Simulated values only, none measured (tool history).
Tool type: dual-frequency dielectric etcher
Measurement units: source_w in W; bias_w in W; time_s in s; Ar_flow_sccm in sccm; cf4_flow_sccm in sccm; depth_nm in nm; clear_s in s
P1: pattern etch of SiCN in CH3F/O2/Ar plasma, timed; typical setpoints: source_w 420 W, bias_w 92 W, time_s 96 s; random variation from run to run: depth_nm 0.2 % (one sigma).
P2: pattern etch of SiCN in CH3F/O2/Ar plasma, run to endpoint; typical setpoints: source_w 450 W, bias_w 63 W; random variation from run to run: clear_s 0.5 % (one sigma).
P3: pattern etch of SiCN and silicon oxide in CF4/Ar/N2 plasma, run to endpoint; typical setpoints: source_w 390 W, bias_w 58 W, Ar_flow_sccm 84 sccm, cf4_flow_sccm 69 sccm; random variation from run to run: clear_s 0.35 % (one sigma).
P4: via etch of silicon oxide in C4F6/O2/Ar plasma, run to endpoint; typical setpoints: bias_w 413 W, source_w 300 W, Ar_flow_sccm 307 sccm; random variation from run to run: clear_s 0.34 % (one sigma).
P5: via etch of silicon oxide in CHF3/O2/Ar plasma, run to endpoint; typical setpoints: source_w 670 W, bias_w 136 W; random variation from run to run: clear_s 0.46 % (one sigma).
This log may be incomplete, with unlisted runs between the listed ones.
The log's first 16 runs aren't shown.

run	day	process	source_w	bias_w	time_s	Ar_flow_sccm	cf4_flow_sccm	depth_nm	clear_s
17	6.925	P4	190	413		307			57.039
18	7.467	P3	550	58		84	69		11.120
19	7.850	P1	550	92	96			43.190	
20	8.371	P5	670	136					393.190
21	8.683	P3	390	58		84	69		15.011
22	9.204	P1	420	92	96			38.931	
23	9.742	P1	420	92	71			28.890	
24	10.171	P5	390	136					484.270
25	10.588	P2	290	63					32.752
26	10.971	P4	300	298		307			54.249
27	11.475	P4	300	413		307			48.179
28	11.950	P4	300	413		186			45.416
29	12.429	P1	420	92	96			38.951	
30	12.750	P1	420	92	96			39.064	
31	13.062	P1	420	92	96			39.371	
32	13.538	P1	420	92	96			39.338	
33	13.962	P1	420	92	96			39.440	
34	14.358	P1	420	92	96			39.579	
35	14.754	P1	420	92	96			39.563	
# day 14.896: wet clean of the chamber
36	15.183	P1	420	92	96			39.554	
37	15.538	P1	420	92	96			39.596	

What does the tool deliver on the next run?
38	16.129	P1	420	92	96			?	

{"run 38": {"depth_nm": 39.456}}
